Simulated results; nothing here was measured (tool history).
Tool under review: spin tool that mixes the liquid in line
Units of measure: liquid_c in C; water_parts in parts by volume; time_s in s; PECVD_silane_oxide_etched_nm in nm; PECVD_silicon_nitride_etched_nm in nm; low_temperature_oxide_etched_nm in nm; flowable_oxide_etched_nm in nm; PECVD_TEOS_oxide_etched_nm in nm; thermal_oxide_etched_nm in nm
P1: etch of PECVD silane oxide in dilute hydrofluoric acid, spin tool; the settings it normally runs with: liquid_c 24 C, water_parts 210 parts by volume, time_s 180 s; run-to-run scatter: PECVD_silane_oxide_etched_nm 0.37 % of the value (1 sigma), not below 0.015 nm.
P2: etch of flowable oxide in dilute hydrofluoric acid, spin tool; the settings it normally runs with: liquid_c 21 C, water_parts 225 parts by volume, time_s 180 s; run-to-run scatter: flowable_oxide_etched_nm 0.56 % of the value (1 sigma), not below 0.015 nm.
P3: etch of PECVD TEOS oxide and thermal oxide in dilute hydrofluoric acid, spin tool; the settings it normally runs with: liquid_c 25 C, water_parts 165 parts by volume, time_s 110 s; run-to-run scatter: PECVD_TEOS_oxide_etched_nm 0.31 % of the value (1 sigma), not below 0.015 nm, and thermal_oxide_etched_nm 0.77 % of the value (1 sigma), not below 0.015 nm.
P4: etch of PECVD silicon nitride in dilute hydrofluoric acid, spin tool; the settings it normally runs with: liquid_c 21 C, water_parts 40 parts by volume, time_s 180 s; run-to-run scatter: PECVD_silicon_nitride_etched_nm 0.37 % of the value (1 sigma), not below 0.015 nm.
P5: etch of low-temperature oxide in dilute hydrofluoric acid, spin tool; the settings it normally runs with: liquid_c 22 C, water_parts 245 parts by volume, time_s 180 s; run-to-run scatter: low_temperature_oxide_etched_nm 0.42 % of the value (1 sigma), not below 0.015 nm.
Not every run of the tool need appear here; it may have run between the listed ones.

run   hour  process  liquid_c  water_parts  time_s  hours since the thermometer was replaced  hours since the hydrofluoric acid flow meter was replaced  PECVD_silane_oxide_etched_nm  PECVD_silicon_nitride_etched_nm  low_temperature_oxide_etched_nm  flowable_oxide_etched_nm  PECVD_TEOS_oxide_etched_nm  thermal_oxide_etched_nm
  1   12.1       P1        24          210     180                                      1151                                                      967.5                        17.521
  2   20.1       P4        21           20     180                                      1159                                                      975.5                                                         20.755
  3     30       P5        22          140     180                                    1168.9                                                      985.4                                                                                          15.714
  4   45.3       P1        24          210     180                                    1184.2                                                     1000.7                        17.489
  5   54.5       P1        24          385     180                                    1193.4                                                     1009.9                        8.0564
  6   66.4       P1        24           95     180                                    1205.3                                                     1021.8                        44.429
  7   74.2       P4        17           40     180                                    1213.1                                                     1029.6                                                         8.0751
  8   82.9       P5        17          245     180                                    1221.8                                                     1038.3                                                                                           6.665
  9   93.5       P2        21          225     330                                    1232.4                                                     1048.9                                                                                                                     22.82
 10    109       P5        22          245     180                                    1247.9                                                     1064.4                                                                                          8.1106
 11    121       P4        21           40      80                                    1259.9                                                     1076.4                                                         4.7503
 12  133.9       P1        24          210     180                                    1272.8                                                     1089.3                        17.545
 13  142.7       P1      31.5          210     180                                    1281.6                                                     1098.1                        22.784
 14  157.8       P1        17          210     180                                    1296.7                                                     1113.2                        13.358
 15  171.5       P2        17          225     180                                    1310.4                                                     1126.9                                                                                                                    10.822
     173.5  -- hydrofluoric acid flow meter replaced
 16  182.5       P5        22          245      15                                    1321.4                                                          9                                                                                         0.68329
 17  193.8       P1        24          210     180                                    1332.7                                                       20.3                        17.501
 18    206       P1        17           65     180                                    1344.9                                                       32.5                        49.999
 19  213.2       P4        21           40     180                                    1352.1                                                       39.7                                                         10.738
 20  224.5       P1        24          335     340                                    1363.4                                                         51                        18.299
 21  231.4       P2        21          225     180                                    1370.3                                                       57.9                                                                                                                    12.584
 22  245.2       P3        25          165     170                                    1384.1                                                       71.7                                                                                                                                                11.091                   4.5253
 23  258.9       P2        21          345     180                                    1397.8                                                       85.4                                                                                                                    7.3545
 24  270.7       P3        29          165     110                                    1409.6                                                       97.2                                                                                                                                                8.3467                   3.3546
 25  282.9       P1        24          210     180                                    1421.8                                                      109.4                        17.467
 26  291.6       P3        25          165     110                                    1430.5                                                      118.1                                                                                                                                                7.1483                   2.9078
 27  305.5       P1        24          210     355                                    1444.4                                                        132                        34.445
 28  316.3       P1        24          210      85                                    1455.2                                                      142.8                        8.2438
 29    331       P3        25          300     110                                    1469.9                                                      157.5                                                                                                                                                3.4081                    1.356
 30  342.7       P1        24          210     180                                    1481.6                                                      169.2                        17.579
 31  353.6       P1        24          210     180                                    1492.5                                                      180.1                        17.501
 32  361.3       P1        24          210     180                                    1500.2                                                      187.8                        17.104
 33  368.7       P1        24          210     180                                    1507.6                                                      195.2                        16.967
 34  379.7       P1        24          210     180                                    1518.6                                                      206.2                        16.607
 35  395.2       P1        24          210     180                                    1534.1                                                      221.7                         16.38
 36  409.9       P1        24          210     180                                    1548.8                                                      236.4                        16.171
 37  420.9       P1        24          210     180                                    1559.8                                                      247.4                        16.148
 38  434.8       P1        24          210     180                                    1573.7                                                      261.3                        16.018
 39  448.9       P1        24          210     180                                    1587.8                                                      275.4                        16.007

Compared with where it was, what P1 gives has crept away. Each cause listed below fits the log as well as the rest, at the size given for it:
A: hydrofluoric acid flow below the setpoint (%) = 6.71
B: liquid colder than its thermometer reads (K) = 2.3
The onset of the drift is placed at about hour 353.6.

Each of the 4 check runs below uses one wafer; its results are left as question marks. Which run tells the causes apart?
check 1   463       P5        22          245     180                                                                                                                                                                                                    ?
check 2   463       P4        21           40     180                                                                                                                                                                   ?
check 3   463       P3        25          165     110                                                                                                                                                                                                                                                          ?                        ?
check 4   463       P2        21          225     180                                                                                                                                                                                                                              ?

Check results expected under each cause:
  check                           result    if A    if B
check 1  low_temperature_oxide_etched_nm  7.4206  7.4272
check 2  PECVD_silicon_nitride_etched_nm  9.9932  9.1041
check 3       PECVD_TEOS_oxide_etched_nm  6.6134  6.5858
check 3          thermal_oxide_etched_nm  2.6928  2.6816
check 4         flowable_oxide_etched_nm  11.576  11.547
Separation of the two closest causes in each check, using whichever result separates them best: check 1 0.09 %; check 2 9.32 %; check 3 0.42 %; check 4 0.25 %
Check 2 tells the causes apart: in the others they would give nearly the same result.

Check 2 has now been run. It gave: PECVD_silicon_nitride_etched_nm 9.0952 nm. Which of the candidate causes is it?

B is the cause: liquid colder than its thermometer reads (K).
